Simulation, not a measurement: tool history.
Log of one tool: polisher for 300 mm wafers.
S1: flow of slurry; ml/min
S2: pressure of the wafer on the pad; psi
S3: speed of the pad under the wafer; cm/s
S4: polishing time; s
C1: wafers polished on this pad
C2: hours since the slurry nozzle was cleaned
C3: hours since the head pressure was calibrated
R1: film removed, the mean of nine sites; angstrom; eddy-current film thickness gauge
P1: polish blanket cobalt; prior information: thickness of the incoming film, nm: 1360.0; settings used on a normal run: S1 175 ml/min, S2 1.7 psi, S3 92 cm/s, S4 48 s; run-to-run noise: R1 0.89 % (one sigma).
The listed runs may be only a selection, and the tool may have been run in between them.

run   hour   S1   S2   S3  S4    C1     C2     C3      R1
  1    7.7  175  1.7   92  48  1015  186.3  273.1  1493.9
  2   13.2  175  1.7   92  48  1061  191.8  278.6  1481.7
  3   22.3  230  2.3   92  48  1138  200.9  287.7    2098
  4   27.4  175  1.7   92  48  1181    206  292.8  1472.8
  5   36.4  175  1.7   92  48  1257    215  301.8  1511.2
  6   43.4  175  1.7   52  48  1316    222  308.8  844.34
  7   48.7  175  2.5   92  48  1360  227.3  314.1  2195.6
  8   57.4  105  1.7   92  48  1434    236  322.8    1348
  9   66.5  175  1.7   92  33  1510  245.1  331.9  1011.1
 10   76.8  175  1.7   92  48  1597  255.4  342.2  1483.3
 11   82.6  175  1.7  130  48  1646  261.2    348  2103.1
 12   91.4  175  1.7   92  48  1720    270  356.8  1480.2
 13  100.4  230  1.7   92  48  1796    279  365.8  1537.2
 14  110.9  175  1.7   92  75  1884  289.5  376.3  2310.8
 15  120.8  175  0.8   92  48  1968  299.4  386.2  699.41
 16  131.6  175  1.7   92  48  2059  310.2    397  1502.4
 17  140.8  175  1.7   92  48  2136  319.4  406.2  1443.3
 18  151.5  175  1.7   92  48  2226  330.1  416.9  1416.8
 19  160.5  175  1.7   92  48  2302  339.1  425.9  1407.4

What does the tool deliver on the next run?
 20  165.8  175  1.7  92  48  2347  344.4  431.2   ?

{"run 20": {"R1": 1400.8}}
